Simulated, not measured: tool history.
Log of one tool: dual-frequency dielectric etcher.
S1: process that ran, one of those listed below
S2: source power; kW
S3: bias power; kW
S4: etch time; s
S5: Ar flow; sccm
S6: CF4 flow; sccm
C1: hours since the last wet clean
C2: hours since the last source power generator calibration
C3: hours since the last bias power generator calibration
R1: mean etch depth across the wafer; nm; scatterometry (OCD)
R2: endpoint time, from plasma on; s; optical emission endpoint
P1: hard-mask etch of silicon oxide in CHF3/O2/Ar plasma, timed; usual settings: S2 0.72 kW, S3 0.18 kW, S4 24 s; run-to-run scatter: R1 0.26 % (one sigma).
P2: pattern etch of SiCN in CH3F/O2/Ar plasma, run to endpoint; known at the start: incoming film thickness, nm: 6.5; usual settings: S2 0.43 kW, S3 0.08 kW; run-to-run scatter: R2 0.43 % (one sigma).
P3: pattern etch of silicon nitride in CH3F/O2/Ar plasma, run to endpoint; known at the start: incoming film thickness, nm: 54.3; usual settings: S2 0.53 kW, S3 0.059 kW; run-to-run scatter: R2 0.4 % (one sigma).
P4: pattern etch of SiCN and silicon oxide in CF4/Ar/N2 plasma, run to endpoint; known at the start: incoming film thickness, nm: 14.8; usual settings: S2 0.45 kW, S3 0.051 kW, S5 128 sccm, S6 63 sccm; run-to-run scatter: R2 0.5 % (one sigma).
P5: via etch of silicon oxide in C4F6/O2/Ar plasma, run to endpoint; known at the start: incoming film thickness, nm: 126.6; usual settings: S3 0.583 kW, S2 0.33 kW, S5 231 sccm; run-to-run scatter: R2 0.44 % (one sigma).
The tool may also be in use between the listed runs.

run 1 hour=11.2 | S1=P1 S2=0.72 S3=0.18 S4=24 | C1=106.4 C2=1068.2 C3=3363.6 | R1=51.553
run 2 hour=18.9 | S1=P2 S2=0.43 S3=0.08 | C1=114.1 C2=1075.9 C3=3371.3 | R2=16.603
run 3 hour=25.3 | S1=P1 S2=0.72 S3=0.226 S4=35 | C1=120.5 C2=1082.3 C3=3377.7 | R1=81.681
run 4 hour=32.9 | S1=P1 S2=0.72 S3=0.18 S4=24 | C1=128.1 C2=1089.9 C3=3385.3 | R1=51.89
-- hour=35.7 source power generator calibrated
run 5 hour=38.4 | S1=P1 S2=0.72 S3=0.18 S4=24 | C1=133.6 C2=2.8 C3=3390.8 | R1=51.973
run 6 hour=47.1 | S1=P5 S2=0.33 S3=0.741 S5=231 | C1=142.3 C2=11.5 C3=3399.5 | R2=24.82
run 7 hour=57.9 | S1=P1 S2=0.72 S3=0.18 S4=15 | C1=153.1 C2=22.3 C3=3410.3 | R1=32.173
run 8 hour=66.4 | S1=P1 S2=0.72 S3=0.121 S4=24 | C1=161.6 C2=30.8 C3=3418.8 | R1=45.37
-- hour=71.3 wet clean of the chamber
run 9 hour=74 | S1=P1 S2=0.72 S3=0.18 S4=24 | C1=2.7 C2=38.4 C3=3426.4 | R1=51.505
run 10 hour=85.1 | S1=P2 S2=0.43 S3=0.11 | C1=13.8 C2=49.5 C3=3437.5 | R2=14.697
run 11 hour=92.2 | S1=P3 S2=0.53 S3=0.047 | C1=20.9 C2=56.6 C3=3444.6 | R2=84.325
run 12 hour=99.7 | S1=P4 S2=0.57 S3=0.051 S5=128 S6=63 | C1=28.4 C2=64.1 C3=3452.1 | R2=16.27
run 13 hour=110.8 | S1=P4 S2=0.45 S3=0.051 S5=128 S6=63 | C1=39.5 C2=75.2 C3=3463.2 | R2=19.975
run 14 hour=122.6 | S1=P5 S2=0.33 S3=0.583 S5=231 | C1=51.3 C2=87 C3=3475 | R2=27.179
run 15 hour=133 | S1=P1 S2=0.47 S3=0.18 S4=24 | C1=61.7 C2=97.4 C3=3485.4 | R1=43.931
run 16 hour=138.7 | S1=P1 S2=0.97 S3=0.18 S4=24 | C1=67.4 C2=103.1 C3=3491.1 | R1=57.786
run 17 hour=147.9 | S1=P1 S2=0.72 S3=0.18 S4=24 | C1=76.6 C2=112.3 C3=3500.3 | R1=51.692
run 18 hour=159.2 | S1=P5 S2=0.33 S3=0.583 S5=231 | C1=87.9 C2=123.6 C3=3511.6 | R2=27.031
run 19 hour=165 | S1=P5 S2=0.33 S3=0.583 S5=280 | C1=93.7 C2=129.4 C3=3517.4 | R2=27.749
run 20 hour=176.8 | S1=P4 S2=0.45 S3=0.051 S5=128 S6=63 | C1=105.5 C2=141.2 C3=3529.2 | R2=20.058
run 21 hour=184 | S1=P1 S2=0.72 S3=0.18 S4=24 | C1=112.7 C2=148.4 C3=3536.4 | R1=51.716
run 22 hour=193.9 | S1=P4 S2=0.45 S3=0.051 S5=78 S6=63 | C1=122.6 C2=158.3 C3=3546.3 | R2=18.357
run 23 hour=199.6 | S1=P4 S2=0.45 S3=0.067 S5=128 S6=63 | C1=128.3 C2=164 C3=3552 | R2=18.316
run 24 hour=205.8 | S1=P2 S2=0.28 S3=0.08 | C1=134.5 C2=170.2 C3=3558.2 | R2=19.345
run 25 hour=212.3 | S1=P1 S2=0.72 S3=0.239 S4=24 | C1=141 C2=176.7 C3=3564.7 | R1=56.854
run 26 hour=221.5 | S1=P1 S2=0.55 S3=0.18 S4=14.5 | C1=150.2 C2=185.9 C3=3573.9 | R1=28.138
run 27 hour=230.4 | S1=P3 S2=0.53 S3=0.059 | C1=159.1 C2=194.8 C3=3582.8 | R2=78.242
run 28 hour=240.5 | S1=P3 S2=0.64 S3=0.059 | C1=169.2 C2=204.9 C3=3592.9 | R2=72.781
run 29 hour=245.9 | S1=P5 S2=0.21 S3=0.583 S5=231 | C1=174.6 C2=210.3 C3=3598.3 | R2=32.041
run 30 hour=252.5 | S1=P1 S2=0.72 S3=0.18 S4=24 | C1=181.2 C2=216.9 C3=3604.9 | R1=51.568
run 31 hour=259.2 | S1=P4 S2=0.45 S3=0.051 S5=128 S6=41 | C1=187.9 C2=223.6 C3=3611.6 | R2=21.694
run 32 hour=268.6 | S1=P1 S2=0.72 S3=0.18 S4=29 | C1=197.3 C2=233 C3=3621 | R1=62.295
run 33 hour=273.8 | S1=P1 S2=0.72 S3=0.18 S4=24 | C1=202.5 C2=238.2 C3=3626.2 | R1=51.713
run 34 hour=283.1 | S1=P1 S2=0.72 S3=0.18 S4=24 | C1=211.8 C2=247.5 C3=3635.5 | R1=51.276
run 35 hour=293.4 | S1=P1 S2=0.72 S3=0.18 S4=24 | C1=222.1 C2=257.8 C3=3645.8 | R1=51.022
run 36 hour=303.1 | S1=P1 S2=0.72 S3=0.18 S4=24 | C1=231.8 C2=267.5 C3=3655.5 | R1=51.136
run 37 hour=314.4 | S1=P1 S2=0.72 S3=0.18 S4=24 | C1=243.1 C2=278.8 C3=3666.8 | R1=51.137
-- hour=323.8 wet clean of the chamber
run 38 hour=324.5 | S1=P1 S2=0.72 S3=0.18 S4=24 | C1=0.7 C2=288.9 C3=3676.9 | R1=51.189
run 39 hour=331.6 | S1=P1 S2=0.72 S3=0.18 S4=24 | C1=7.8 C2=296 C3=3684 | R1=51.093
run 40 hour=341.5 | S1=P1 S2=0.72 S3=0.18 S4=24 | C1=17.7 C2=305.9 C3=3693.9 | R1=50.706

What P1 gives has crept away from where it was. These 2 causes fit the log equally well, each at the size given:
A: source power that arrives under what is set, % = 3.76
B: bias power that arrives under what is set, % = 4.36
The creep began at about hour 273.8.
Why every other cause is out:
chamber walls in a state that lowers the etch rate, %: serviced at hour 323.8, which brought nothing back

4 check runs are offered, each on 3 wafers whose results are averaged, their results left as question marks. Which one tells the causes apart?
run check 1 hour=351.4 | S1=P5 S2=0.22 S3=0.583 S5=231 | R2=?
run check 2 hour=351.4 | S1=P4 S2=0.45 S3=0.051 S5=89 S6=63 | R2=?
run check 3 hour=351.4 | S1=P2 S2=0.3 S3=0.107 | R2=?
run check 4 hour=351.4 | S1=P3 S2=0.64 S3=0.059 | R2=?

What each check would give under each cause:
check=check_1 result=R2 if_A=31.928 if_B=32.041
check=check_2 result=R2 if_A=19.5 if_B=19.107
check=check_3 result=R2 if_A=17.147 if_B=17.202
check=check_4 result=R2 if_A=73.863 if_B=73.786
How far apart the two closest causes lie, in the result that separates them most: check 1 0.35 %; check 2 2.04 %; check 3 0.32 %; check 4 0.1 %
Only check 2 tells the causes apart: in the others they would give nearly the same result.

Then check 2 was run and gave: R2 19.067 s. Which cause is it?

It is B: bias power that arrives under what is set, %.
